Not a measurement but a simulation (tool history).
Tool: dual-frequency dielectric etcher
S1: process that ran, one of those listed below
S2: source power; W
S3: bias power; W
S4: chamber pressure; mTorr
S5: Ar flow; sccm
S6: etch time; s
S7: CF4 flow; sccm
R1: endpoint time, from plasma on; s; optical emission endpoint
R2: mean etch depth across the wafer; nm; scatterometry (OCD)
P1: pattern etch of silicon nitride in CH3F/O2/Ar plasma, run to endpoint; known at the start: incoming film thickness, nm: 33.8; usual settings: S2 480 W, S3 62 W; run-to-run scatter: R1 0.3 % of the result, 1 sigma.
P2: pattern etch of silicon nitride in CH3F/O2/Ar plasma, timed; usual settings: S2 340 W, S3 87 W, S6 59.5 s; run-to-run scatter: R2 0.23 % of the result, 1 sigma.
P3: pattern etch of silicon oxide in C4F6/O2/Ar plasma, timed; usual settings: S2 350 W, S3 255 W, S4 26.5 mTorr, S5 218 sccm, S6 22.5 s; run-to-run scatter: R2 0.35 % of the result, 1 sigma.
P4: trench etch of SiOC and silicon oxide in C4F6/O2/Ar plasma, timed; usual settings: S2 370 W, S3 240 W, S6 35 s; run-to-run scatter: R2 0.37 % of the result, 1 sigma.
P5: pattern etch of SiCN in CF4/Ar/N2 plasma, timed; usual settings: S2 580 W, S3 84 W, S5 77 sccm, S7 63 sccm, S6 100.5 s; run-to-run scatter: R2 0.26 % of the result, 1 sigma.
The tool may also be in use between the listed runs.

run,hour,S1,S2,S3,S4,S5,S6,S7,R1,R2
1,3.8,P1,480,62,,,,,47.302,
2,8.4,P1,480,62,,,,,47.363,
3,12.1,P3,350,255,26.5,218,12.5,,,43.962
4,17.4,P5,580,84,,77,143.5,63,,160.62
5,22.9,P4,500,240,,,35,,,82.872
6,29.7,P5,580,84,,77,100.5,63,,112.68
7,33.9,P1,480,62,,,,,47.183,
8,37.6,P1,480,62,,,,,47.481,
9,43.8,P1,480,80,,,,,43.456,
10,48.8,P1,480,62,,,,,47.446,
11,53.1,P1,630,44,,,,,47.309,
12,58.2,P2,340,87,,,59.5,,,41.013
13,61.5,P4,370,240,,,35,,,73.505
14,67.8,P5,420,84,,77,100.5,63,,84.652
15,74.2,P2,340,87,,,77,,,53.159
16,79.1,P4,370,317,,,35,,,81.521
17,84.7,P3,350,255,26.5,218,22.5,,,79.253
18,87.9,P1,360,62,,,,,52.659,
19,91.5,P5,580,84,,77,100.5,63,,112.84
20,98.4,P3,350,255,26.5,308,22.5,,,76.676
21,102.2,P5,580,49,,77,100.5,63,,94.467
22,105.5,P5,580,84,,57,100.5,63,,117.53
23,111.7,P5,580,84,,77,100.5,81,,117.16
24,117.3,P4,370,240,,,46.5,,,97.727
25,122.9,P3,230,255,26.5,218,22.5,,,67.032
26,129.4,P1,480,38,,,,,54.819,
27,135.4,P3,350,255,34.5,218,22.5,,,76.8
28,138.6,P1,590,62,,,,,43.478,
29,145.6,P2,470,87,,,59.5,,,46.189
30,149.6,P1,330,78,,,,,50.442,
31,155,P4,370,240,,,35,,,73.751
32,160.3,P2,340,118,,,59.5,,,45.893
33,167.5,P3,350,181,26.5,218,22.5,,,70.375
34,172.7,P1,480,62,,,,,47.361,
35,176.3,P1,480,62,,,,,47.104,
36,182.4,P1,480,62,,,,,46.896,
37,188.2,P1,480,62,,,,,46.508,
38,194.2,P1,480,62,,,,,46.56,
39,201.2,P1,480,62,,,,,46.504,
# hour 206.6: wet clean of the chamber
40,207.1,P1,480,62,,,,,46.43,
41,213.7,P1,480,62,,,,,46.678,
42,217.2,P1,480,62,,,,,46.427,
43,223.5,P1,480,62,,,,,46.587,

What P1 gives has crept away from where it was. These 2 causes fit the log equally well, each at the size given:
A: source power that arrives over what is set, % = 4.12
B: bias power that arrives over what is set, % = 4.86
The creep began at about hour 172.7.
Why every other cause is out:
chamber walls in a state that raises the etch rate, %: serviced at hour 206.6, which brought nothing back

4 check runs are offered, one wafer each, their results left as question marks. Which one tells the causes apart?
check 1,229.8,P4,370,300,,,35,,,?
check 2,229.8,P5,580,51,,77,100.5,63,,?
check 3,229.8,P2,460,110,,,59.5,,,?
check 4,229.8,P3,270,255,26.5,303,22.5,,,?

What each check would give under each cause:
check,result,if A,if B
check 1,R2,80.698,80.817
check 2,R2,99.57,97.457
check 3,R2,50.748,50.882
check 4,R2,70.161,70.249
How far apart the two closest causes lie, in the result that separates them most: check 1 0.15 %; check 2 2.14 %; check 3 0.26 %; check 4 0.12 %
Only check 2 tells the causes apart: in the others they would give nearly the same result.

Then check 2 was run and gave: R2 100.17 nm. Which cause is it?

It is A: source power that arrives over what is set, %.
